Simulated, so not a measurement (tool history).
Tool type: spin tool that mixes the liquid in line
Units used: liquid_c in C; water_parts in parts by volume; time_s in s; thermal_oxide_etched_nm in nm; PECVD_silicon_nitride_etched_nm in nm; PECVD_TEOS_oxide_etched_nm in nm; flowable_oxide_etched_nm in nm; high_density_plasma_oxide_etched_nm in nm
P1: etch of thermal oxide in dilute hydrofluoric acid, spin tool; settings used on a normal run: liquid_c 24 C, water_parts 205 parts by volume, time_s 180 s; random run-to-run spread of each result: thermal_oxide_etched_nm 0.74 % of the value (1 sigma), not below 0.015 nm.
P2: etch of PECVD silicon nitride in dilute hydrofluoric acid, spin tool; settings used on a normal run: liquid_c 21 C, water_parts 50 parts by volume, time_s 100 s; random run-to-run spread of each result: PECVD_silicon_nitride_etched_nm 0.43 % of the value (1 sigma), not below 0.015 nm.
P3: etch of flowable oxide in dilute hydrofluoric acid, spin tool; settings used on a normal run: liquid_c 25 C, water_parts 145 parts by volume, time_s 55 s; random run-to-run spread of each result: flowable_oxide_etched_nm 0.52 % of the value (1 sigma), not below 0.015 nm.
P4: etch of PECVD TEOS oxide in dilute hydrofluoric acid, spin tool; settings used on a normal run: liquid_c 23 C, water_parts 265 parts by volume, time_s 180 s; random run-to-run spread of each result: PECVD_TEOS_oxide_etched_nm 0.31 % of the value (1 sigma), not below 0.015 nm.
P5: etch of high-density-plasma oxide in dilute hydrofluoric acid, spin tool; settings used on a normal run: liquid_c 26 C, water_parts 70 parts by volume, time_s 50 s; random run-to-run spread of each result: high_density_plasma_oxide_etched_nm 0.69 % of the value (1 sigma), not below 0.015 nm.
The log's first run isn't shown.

run   hour  process  liquid_c  water_parts  time_s  hours since the thermometer was replaced  hours since the hydrofluoric acid flow meter was replaced  thermal_oxide_etched_nm  PECVD_silicon_nitride_etched_nm  PECVD_TEOS_oxide_etched_nm  flowable_oxide_etched_nm  high_density_plasma_oxide_etched_nm
  2      8       P2        21           50     100                                    1095.9                                                      774.3                                                    8.7706
  3     12       P2        21           80     100                                    1099.9                                                      778.3                                                    5.5591
  4   19.8       P1        24           50     335                                    1107.7                                                      786.1                   31.447
  5   24.1       P4        23          265     180                                      1112                                                      790.4                                                                                6.9992
  6     28       P3      20.5          145      55                                    1115.9                                                      794.3                                                                                                           15.83
  7   33.5       P5        26          100      50                                    1121.4                                                      799.8                                                                                                                                               2.7816
  8   39.9       P1        24          205     330                                    1127.8                                                      806.2                   6.4025
  9   45.3       P1        24          205      30                                    1133.2                                                      811.6                  0.58178
 10   52.6       P4        23          265      30                                    1140.5                                                      818.9                                                                                1.1618
 11   59.1       P3        25          145      55                                      1147                                                      825.4                                                                                                          18.734
 12   66.8       P4        28          265     180                                    1154.7                                                      833.1                                                                                8.2735
 13   74.5       P1        24          205     180                                    1162.4                                                      840.8                   3.4814
 14   81.3       P3        25          230      55                                    1169.2                                                      847.6                                                                                                          10.752
 15   86.9       P2        17           50     100                                    1174.8                                                      853.2                                                    6.5479
 16   94.5       P1        17          205     180                                    1182.4                                                      860.8                   2.6925
 17   98.8       P3        25          145     110                                    1186.7                                                      865.1                                                                                                          37.091
 18  106.8       P2        21           50     100                                    1194.7                                                      873.1                                                    8.7436
 19    115       P5        26           70      15                                    1202.9                                                      881.3                                                                                                                                               1.2492
 20  121.7       P5        34           70      50                                    1209.6                                                        888                                                                                                                                               5.6024
 21  127.2       P1        24          205     180                                    1215.1                                                      893.5                   3.4289
 22  131.1       P1        24          205     180                                      1219                                                      897.4                   3.5019
 23  136.2       P4        23          265     180                                    1224.1                                                      902.5                                                                                7.0153
 24  141.6       P3        25          145      55                                    1229.5                                                      907.9                                                                                                          18.729
 25  147.1       P5        26           70      50                                      1235                                                      913.4                                                                                                                                               4.1459

For run 26, what comes out?
 26  153.1       P1        24          205     180                                      1241                                                      919.4                        ?

Run 26 came out at thermal_oxide_etched_nm 3.5113 nm.
